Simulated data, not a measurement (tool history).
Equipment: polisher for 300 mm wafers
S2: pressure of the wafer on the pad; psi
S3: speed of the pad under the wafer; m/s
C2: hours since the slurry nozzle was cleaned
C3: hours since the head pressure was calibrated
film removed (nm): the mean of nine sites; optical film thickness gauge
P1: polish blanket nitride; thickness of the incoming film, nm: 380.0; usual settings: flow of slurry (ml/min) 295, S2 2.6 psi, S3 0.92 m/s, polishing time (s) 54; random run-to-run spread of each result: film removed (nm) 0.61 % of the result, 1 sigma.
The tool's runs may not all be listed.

Run 1, hour 12.2: flow of slurry (ml/min) 295, S2 2.6 psi, S3 0.92 m/s, polishing time (s) 54; wafers polished on this pad 519; C2 87.8; C3 389.2. Result: film removed (nm) 53.824.
Run 2, hour 25: flow of slurry (ml/min) 295, S2 2.6 psi, S3 0.44 m/s, polishing time (s) 54; wafers polished on this pad 697; C2 100.6; C3 402. Result: film removed (nm) 29.537.
Run 3, hour 37.1: flow of slurry (ml/min) 440, S2 2.6 psi, S3 0.92 m/s, polishing time (s) 54; wafers polished on this pad 865; C2 112.7; C3 414.1. Result: film removed (nm) 55.183.
Run 4, hour 44.5: flow of slurry (ml/min) 295, S2 2.6 psi, S3 1.26 m/s, polishing time (s) 54; wafers polished on this pad 967; C2 120.1; C3 421.5. Result: film removed (nm) 68.547.
Run 5, hour 56.9: flow of slurry (ml/min) 295, S2 2.6 psi, S3 0.92 m/s, polishing time (s) 54; wafers polished on this pad 1140; C2 132.5; C3 433.9. Result: film removed (nm) 53.094.
Run 6, hour 71: flow of slurry (ml/min) 175, S2 2.6 psi, S3 1.4 m/s, polishing time (s) 54; wafers polished on this pad 1335; C2 146.6; C3 448. Result: film removed (nm) 70.185.
Run 7, hour 81.2: flow of slurry (ml/min) 295, S2 1.3 psi, S3 0.92 m/s, polishing time (s) 54; wafers polished on this pad 1477; C2 156.8; C3 458.2. Result: film removed (nm) 26.334.
Run 8, hour 95.2: flow of slurry (ml/min) 295, S2 4 psi, S3 0.92 m/s, polishing time (s) 54; wafers polished on this pad 1672; C2 170.8; C3 472.2. Result: film removed (nm) 81.981.
Run 9, hour 102.8: flow of slurry (ml/min) 295, S2 2.6 psi, S3 0.92 m/s, polishing time (s) 78; wafers polished on this pad 1777; C2 178.4; C3 479.8. Result: film removed (nm) 76.336.
Run 10, hour 116.6: flow of slurry (ml/min) 295, S2 2.6 psi, S3 0.92 m/s, polishing time (s) 54; wafers polished on this pad 1969; C2 192.2; C3 493.6. Result: film removed (nm) 53.903.
Run 11, hour 129.4: flow of slurry (ml/min) 295, S2 2.6 psi, S3 0.92 m/s, polishing time (s) 54; wafers polished on this pad 2147; C2 205; C3 506.4. Result: film removed (nm) 53.018.
Run 12, hour 143.2: flow of slurry (ml/min) 295, S2 2.6 psi, S3 0.92 m/s, polishing time (s) 26; wafers polished on this pad 2338; C2 218.8; C3 520.2. Result: film removed (nm) 25.704.
Run 13, hour 158.5: flow of slurry (ml/min) 295, S2 2.6 psi, S3 0.92 m/s, polishing time (s) 54; wafers polished on this pad 2551; C2 234.1; C3 535.5. Result: film removed (nm) 53.877.
Run 14, hour 168.6: flow of slurry (ml/min) 295, S2 2.6 psi, S3 0.92 m/s, polishing time (s) 54; wafers polished on this pad 2691; C2 244.2; C3 545.6. Result: film removed (nm) 52.793.
Run 15, hour 179.9: flow of slurry (ml/min) 175, S2 2.6 psi, S3 0.92 m/s, polishing time (s) 54; wafers polished on this pad 2848; C2 255.5; C3 556.9. Result: film removed (nm) 49.993.
Run 16, hour 194.1: flow of slurry (ml/min) 295, S2 2.6 psi, S3 0.92 m/s, polishing time (s) 54; wafers polished on this pad 3045; C2 269.7; C3 571.1. Result: film removed (nm) 52.651.
Run 17, hour 201.2: flow of slurry (ml/min) 225, S2 3.8 psi, S3 0.92 m/s, polishing time (s) 54; wafers polished on this pad 3144; C2 276.8; C3 578.2. Result: film removed (nm) 75.582.
Run 18, hour 216.5: flow of slurry (ml/min) 295, S2 2.6 psi, S3 0.92 m/s, polishing time (s) 54; wafers polished on this pad 3356; C2 292.1; C3 593.5. Result: film removed (nm) 53.404.
Run 19, hour 226.7: flow of slurry (ml/min) 295, S2 2.6 psi, S3 0.92 m/s, polishing time (s) 54; wafers polished on this pad 3498; C2 302.3; C3 603.7. Result: film removed (nm) 52.555.
Run 20, hour 237: flow of slurry (ml/min) 295, S2 2.6 psi, S3 0.92 m/s, polishing time (s) 54; wafers polished on this pad 3641; C2 312.6; C3 614. Result: film removed (nm) 52.823.
Run 21, hour 251.2: flow of slurry (ml/min) 295, S2 2.6 psi, S3 0.92 m/s, polishing time (s) 54; wafers polished on this pad 3838; C2 326.8; C3 628.2. Result: film removed (nm) 51.17.
Run 22, hour 265.7: flow of slurry (ml/min) 295, S2 2.6 psi, S3 0.92 m/s, polishing time (s) 54; wafers polished on this pad 4040; C2 341.3; C3 642.7. Result: film removed (nm) 51.17.
Run 23, hour 277.2: flow of slurry (ml/min) 295, S2 2.6 psi, S3 0.92 m/s, polishing time (s) 54; wafers polished on this pad 4199; C2 352.8; C3 654.2. Result: film removed (nm) 50.957.
Run 24, hour 287.9: flow of slurry (ml/min) 295, S2 2.6 psi, S3 0.92 m/s, polishing time (s) 54; wafers polished on this pad 4348; C2 363.5; C3 664.9. Result: film removed (nm) 51.
Run 25, hour 299: flow of slurry (ml/min) 295, S2 2.6 psi, S3 0.92 m/s, polishing time (s) 54; wafers polished on this pad 4502; C2 374.6; C3 676. Result: film removed (nm) 50.063.

Expected results for the next run?
At hour 299.1: worn pad replaced by a new one.
Run 26, hour 311: flow of slurry (ml/min) 295, S2 2.6 psi, S3 0.92 m/s, polishing time (s) 54; wafers polished on this pad 165; C2 386.6; C3 688. Result: film removed (nm) ?.

film removed (nm): 50.684

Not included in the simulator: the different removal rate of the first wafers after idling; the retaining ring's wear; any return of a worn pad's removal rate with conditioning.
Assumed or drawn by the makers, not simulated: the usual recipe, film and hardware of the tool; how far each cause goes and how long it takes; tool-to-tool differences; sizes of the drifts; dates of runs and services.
